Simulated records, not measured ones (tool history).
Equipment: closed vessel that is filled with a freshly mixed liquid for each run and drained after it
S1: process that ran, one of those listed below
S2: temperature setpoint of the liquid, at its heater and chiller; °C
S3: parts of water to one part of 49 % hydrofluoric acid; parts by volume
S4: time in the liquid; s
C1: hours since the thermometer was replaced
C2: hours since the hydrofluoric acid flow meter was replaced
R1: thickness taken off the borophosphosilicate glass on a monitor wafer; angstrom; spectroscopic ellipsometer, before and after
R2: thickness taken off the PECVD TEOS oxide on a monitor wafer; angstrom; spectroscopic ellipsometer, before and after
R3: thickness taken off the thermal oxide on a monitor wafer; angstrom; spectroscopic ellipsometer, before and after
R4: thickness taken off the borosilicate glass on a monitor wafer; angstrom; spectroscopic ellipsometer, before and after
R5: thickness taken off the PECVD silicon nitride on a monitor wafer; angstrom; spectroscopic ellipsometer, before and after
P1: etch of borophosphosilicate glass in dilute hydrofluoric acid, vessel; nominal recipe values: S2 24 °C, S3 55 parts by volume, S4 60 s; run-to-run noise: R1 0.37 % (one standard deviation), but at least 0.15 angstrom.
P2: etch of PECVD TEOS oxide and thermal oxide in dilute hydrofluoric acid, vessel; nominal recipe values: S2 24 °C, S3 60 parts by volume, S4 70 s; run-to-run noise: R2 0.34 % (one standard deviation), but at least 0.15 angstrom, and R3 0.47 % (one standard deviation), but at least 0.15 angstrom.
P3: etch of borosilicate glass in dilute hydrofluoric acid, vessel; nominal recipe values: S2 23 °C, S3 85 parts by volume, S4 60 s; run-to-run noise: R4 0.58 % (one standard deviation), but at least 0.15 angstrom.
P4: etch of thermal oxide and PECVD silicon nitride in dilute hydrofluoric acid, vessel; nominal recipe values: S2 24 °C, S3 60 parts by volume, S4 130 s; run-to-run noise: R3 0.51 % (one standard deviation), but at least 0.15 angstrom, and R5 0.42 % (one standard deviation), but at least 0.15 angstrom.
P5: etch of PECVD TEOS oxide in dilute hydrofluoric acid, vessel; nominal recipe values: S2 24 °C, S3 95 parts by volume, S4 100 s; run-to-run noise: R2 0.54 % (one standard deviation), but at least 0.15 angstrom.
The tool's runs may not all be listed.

run 1 hour=14.6 | S1=P1 S2=24 S3=55 S4=60 | C1=1202.3 C2=469.3 | R1=830.55
run 2 hour=29.4 | S1=P2 S2=29.5 S3=60 S4=70 | C1=1217.1 C2=484.1 | R2=292.15 R3=69.161
run 3 hour=39 | S1=P2 S2=24 S3=60 S4=70 | C1=1226.7 C2=493.7 | R2=235.33 R3=54.46
run 4 hour=55.1 | S1=P3 S2=23 S3=85 S4=105 | C1=1242.8 C2=509.8 | R4=435.78
run 5 hour=66.5 | S1=P1 S2=24 S3=55 S4=30 | C1=1254.2 C2=521.2 | R1=415.41
run 6 hour=80.4 | S1=P1 S2=20 S3=55 S4=60 | C1=1268.1 C2=535.1 | R1=698.56
run 7 hour=94.1 | S1=P1 S2=24 S3=55 S4=60 | C1=1281.8 C2=548.8 | R1=826.98
run 8 hour=109.4 | S1=P4 S2=24 S3=95 S4=130 | C1=1297.1 C2=564.1 | R3=65.343 R5=77.882
run 9 hour=117.5 | S1=P1 S2=30.5 S3=20 S4=60 | C1=1305.2 C2=572.2 | R1=3128.5
run 10 hour=127.8 | S1=P1 S2=24 S3=55 S4=60 | C1=1315.5 C2=582.5 | R1=837.73
run 11 hour=141.7 | S1=P5 S2=31 S3=95 S4=100 | C1=1329.4 C2=596.4 | R2=390.56
run 12 hour=151.2 | S1=P3 S2=23 S3=85 S4=60 | C1=1338.9 C2=605.9 | R4=247.21
run 13 hour=164.1 | S1=P5 S2=24 S3=95 S4=40 | C1=1351.8 C2=618.8 | R2=119.43
run 14 hour=180.6 | S1=P4 S2=24 S3=60 S4=130 | C1=1368.3 C2=635.3 | R3=109.08 R5=122.82
run 15 hour=190.7 | S1=P3 S2=23 S3=45 S4=60 | C1=1378.4 C2=645.4 | R4=489.34
run 16 hour=201.9 | S1=P3 S2=30.5 S3=85 S4=60 | C1=1389.6 C2=656.6 | R4=331.19
run 17 hour=212.5 | S1=P1 S2=24 S3=55 S4=60 | C1=1400.2 C2=667.2 | R1=832.38
run 18 hour=220.3 | S1=P1 S2=30 S3=55 S4=60 | C1=1408 C2=675 | R1=1055.6
run 19 hour=234.8 | S1=P5 S2=24 S3=95 S4=100 | C1=1422.5 C2=689.5 | R2=300.18
run 20 hour=244.2 | S1=P1 S2=31.5 S3=55 S4=85 | C1=1431.9 C2=698.9 | R1=1590.4
run 21 hour=256.8 | S1=P1 S2=24 S3=90 S4=60 | C1=1444.5 C2=711.5 | R1=484.67
run 22 hour=269.4 | S1=P2 S2=24 S3=100 S4=70 | C1=1457.1 C2=724.1 | R2=133.97 R3=31.308
run 23 hour=280.2 | S1=P2 S2=24 S3=60 S4=30 | C1=1467.9 C2=734.9 | R2=100.91 R3=23.854
run 24 hour=291.8 | S1=P4 S2=30.5 S3=60 S4=130 | C1=1479.5 C2=746.5 | R3=141.12 R5=189.08
run 25 hour=305.5 | S1=P3 S2=23 S3=85 S4=60 | C1=1493.2 C2=760.2 | R4=247.3

What does the tool deliver on the next run?
run 26 hour=317 | S1=P5 S2=24 S3=25 S4=100 | C1=1504.7 C2=771.7 | R2=?

{"run 26": {"R2": 1243}}
